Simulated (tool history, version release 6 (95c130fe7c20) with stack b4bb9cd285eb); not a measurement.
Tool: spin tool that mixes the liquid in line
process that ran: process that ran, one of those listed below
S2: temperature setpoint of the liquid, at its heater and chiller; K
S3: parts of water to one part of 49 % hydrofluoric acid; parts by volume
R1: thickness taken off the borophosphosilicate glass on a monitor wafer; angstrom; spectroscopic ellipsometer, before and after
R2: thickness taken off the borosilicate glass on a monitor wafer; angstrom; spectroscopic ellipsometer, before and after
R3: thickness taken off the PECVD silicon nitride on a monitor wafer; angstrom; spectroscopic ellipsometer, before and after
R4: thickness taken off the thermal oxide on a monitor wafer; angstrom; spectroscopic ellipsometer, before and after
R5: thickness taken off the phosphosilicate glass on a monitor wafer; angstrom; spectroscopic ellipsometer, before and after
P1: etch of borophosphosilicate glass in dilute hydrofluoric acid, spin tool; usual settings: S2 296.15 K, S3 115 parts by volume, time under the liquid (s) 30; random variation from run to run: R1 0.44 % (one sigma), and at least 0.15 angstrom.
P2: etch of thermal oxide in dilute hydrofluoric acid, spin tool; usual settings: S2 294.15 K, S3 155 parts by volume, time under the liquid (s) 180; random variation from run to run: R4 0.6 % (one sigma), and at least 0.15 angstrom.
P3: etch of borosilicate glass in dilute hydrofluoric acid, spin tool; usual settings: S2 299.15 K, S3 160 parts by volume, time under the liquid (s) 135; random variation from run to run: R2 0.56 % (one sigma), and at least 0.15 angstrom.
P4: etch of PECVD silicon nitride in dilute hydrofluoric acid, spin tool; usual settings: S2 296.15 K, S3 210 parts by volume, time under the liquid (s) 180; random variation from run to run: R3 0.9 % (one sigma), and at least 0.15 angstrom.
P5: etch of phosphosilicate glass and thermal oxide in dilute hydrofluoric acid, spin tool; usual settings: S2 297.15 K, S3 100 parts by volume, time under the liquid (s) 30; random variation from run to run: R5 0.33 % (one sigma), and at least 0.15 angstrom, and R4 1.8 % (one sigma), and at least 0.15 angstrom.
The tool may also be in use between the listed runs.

run 1 hour=5 | process_that_ran=P1 S2=296.15 S3=115 time_under_the_liquid_(s)=30 | R1=99.384
run 2 hour=10.7 | process_that_ran=P3 S2=291.65 S3=160 time_under_the_liquid_(s)=135 | R2=145.11
run 3 hour=17.7 | process_that_ran=P1 S2=290.15 S3=115 time_under_the_liquid_(s)=15 | R1=39.334
run 4 hour=23.7 | process_that_ran=P4 S2=296.15 S3=210 time_under_the_liquid_(s)=180 | R3=27.941
run 5 hour=31.4 | process_that_ran=P4 S2=296.15 S3=210 time_under_the_liquid_(s)=15 | R3=2.2519
run 6 hour=36.6 | process_that_ran=P1 S2=296.15 S3=115 time_under_the_liquid_(s)=15 | R1=50.464
run 7 hour=40.2 | process_that_ran=P2 S2=294.15 S3=50 time_under_the_liquid_(s)=180 | R4=156
run 8 hour=45.7 | process_that_ran=P2 S2=294.15 S3=155 time_under_the_liquid_(s)=180 | R4=44.95
run 9 hour=53.9 | process_that_ran=P1 S2=296.15 S3=65 time_under_the_liquid_(s)=30 | R1=188.09
run 10 hour=60.2 | process_that_ran=P5 S2=297.15 S3=100 time_under_the_liquid_(s)=30 | R4=13.511 R5=517.69
run 11 hour=68.2 | process_that_ran=P1 S2=296.15 S3=205 time_under_the_liquid_(s)=30 | R1=50.643
run 12 hour=76 | process_that_ran=P1 S2=296.15 S3=115 time_under_the_liquid_(s)=45 | R1=150.6
run 13 hour=82.2 | process_that_ran=P1 S2=290.65 S3=60 time_under_the_liquid_(s)=30 | R1=163.27
run 14 hour=88.7 | process_that_ran=P5 S2=297.15 S3=145 time_under_the_liquid_(s)=30 | R4=9.1982 R5=338.51
run 15 hour=95.8 | process_that_ran=P1 S2=304.15 S3=115 time_under_the_liquid_(s)=30 | R1=136.08
run 16 hour=100.4 | process_that_ran=P3 S2=299.15 S3=160 time_under_the_liquid_(s)=135 | R2=193.32
run 17 hour=107.4 | process_that_ran=P1 S2=296.15 S3=115 time_under_the_liquid_(s)=30 | R1=99.981
run 18 hour=113.6 | process_that_ran=P5 S2=297.15 S3=100 time_under_the_liquid_(s)=30 | R4=13.718 R5=517.89
run 19 hour=118 | process_that_ran=P1 S2=296.15 S3=115 time_under_the_liquid_(s)=30 | R1=100.42
run 20 hour=125.5 | process_that_ran=P1 S2=296.15 S3=115 time_under_the_liquid_(s)=30 | R1=100.14
run 21 hour=133.2 | process_that_ran=P4 S2=290.15 S3=210 time_under_the_liquid_(s)=180 | R3=18.993
run 22 hour=141.4 | process_that_ran=P1 S2=296.15 S3=115 time_under_the_liquid_(s)=30 | R1=99.756
run 23 hour=148 | process_that_ran=P5 S2=297.15 S3=100 time_under_the_liquid_(s)=45 | R4=20.806 R5=771.77
run 24 hour=154.2 | process_that_ran=P5 S2=293.15 S3=100 time_under_the_liquid_(s)=30 | R4=11.648 R5=439.35
run 25 hour=158 | process_that_ran=P3 S2=299.15 S3=160 time_under_the_liquid_(s)=200 | R2=288.57
run 26 hour=165.8 | process_that_ran=P1 S2=290.65 S3=115 time_under_the_liquid_(s)=30 | R1=80.543
run 27 hour=173.4 | process_that_ran=P2 S2=290.15 S3=155 time_under_the_liquid_(s)=180 | R4=38.248
run 28 hour=178.4 | process_that_ran=P2 S2=294.15 S3=155 time_under_the_liquid_(s)=180 | R4=44.785
run 29 hour=182.4 | process_that_ran=P4 S2=296.15 S3=115 time_under_the_liquid_(s)=180 | R3=50.789

Run 30 comes next. What will it give?
run 30 hour=189.4 | process_that_ran=P1 S2=291.15 S3=115 time_under_the_liquid_(s)=15 | R1=?

R1: 40.846 angstrom
